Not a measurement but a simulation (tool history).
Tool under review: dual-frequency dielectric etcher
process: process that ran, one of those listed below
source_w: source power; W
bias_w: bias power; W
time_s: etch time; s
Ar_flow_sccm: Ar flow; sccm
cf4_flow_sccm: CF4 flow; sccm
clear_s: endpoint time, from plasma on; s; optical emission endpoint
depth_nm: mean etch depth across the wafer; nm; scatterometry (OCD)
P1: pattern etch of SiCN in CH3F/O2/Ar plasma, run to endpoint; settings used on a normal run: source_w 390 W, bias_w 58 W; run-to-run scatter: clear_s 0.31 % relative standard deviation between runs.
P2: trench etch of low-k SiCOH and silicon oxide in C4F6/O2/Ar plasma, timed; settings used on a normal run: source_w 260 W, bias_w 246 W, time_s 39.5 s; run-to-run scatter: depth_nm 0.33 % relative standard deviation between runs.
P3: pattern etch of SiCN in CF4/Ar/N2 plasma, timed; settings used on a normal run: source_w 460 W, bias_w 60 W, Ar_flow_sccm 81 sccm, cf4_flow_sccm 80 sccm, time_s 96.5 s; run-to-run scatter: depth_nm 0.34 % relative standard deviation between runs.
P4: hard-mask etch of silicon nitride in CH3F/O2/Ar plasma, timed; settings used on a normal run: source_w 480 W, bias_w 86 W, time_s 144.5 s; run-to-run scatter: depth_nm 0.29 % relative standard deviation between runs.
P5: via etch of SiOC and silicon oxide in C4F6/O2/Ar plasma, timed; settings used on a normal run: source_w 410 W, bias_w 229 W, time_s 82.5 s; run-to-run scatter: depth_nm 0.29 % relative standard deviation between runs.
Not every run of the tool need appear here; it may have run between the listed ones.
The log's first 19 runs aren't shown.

| run | hour | process | source_w | bias_w | time_s | Ar_flow_sccm | cf4_flow_sccm | hours since the last wet clean | hours since the last source power generator calibration | hours since the last bias power generator calibration | clear_s | depth_nm |
|---|---|---|---|---|---|---|---|---|---|---|---|---|
| 20 | 238.4 | P4 | 480 | 86 | 144.5 |  |  | 508 | 2189 | 1419 |  | 118.13 |
| 21 | 252.3 | P5 | 550 | 229 | 82.5 |  |  | 521.9 | 2202.9 | 1432.9 |  | 114.65 |
| 22 | 263.5 | P5 | 410 | 229 | 82.5 |  |  | 533.1 | 2214.1 | 1444.1 |  | 102.27 |
| 23 | 276.3 | P2 | 260 | 169 | 39.5 |  |  | 545.9 | 2226.9 | 1456.9 |  | 102.81 |
| 24 | 287 | P3 | 460 | 60 | 96.5 | 81 | 80 | 556.6 | 2237.6 | 1467.6 |  | 84.963 |
| 25 | 299.6 | P1 | 390 | 58 |  |  |  | 569.2 | 2250.2 | 1480.2 | 18.351 |  |
| 26 | 310.8 | P1 | 390 | 74 |  |  |  | 580.4 | 2261.4 | 1491.4 | 16.775 |  |
| 27 | 322.6 | P1 | 390 | 58 |  |  |  | 592.2 | 2273.2 | 1503.2 | 18.312 |  |
| 28 | 332.4 | P1 | 390 | 36 |  |  |  | 602 | 2283 | 1513 | 21.403 |  |
| 29 | 343.1 | P1 | 260 | 74 |  |  |  | 612.7 | 2293.7 | 1523.7 | 19.645 |  |

Forecast run 30:
| 30 | 359.9 | P1 | 390 | 58 |  |  |  | 629.5 | 2310.5 | 1540.5 | ? |  |

Run 30 measured clear_s 18.307 s.
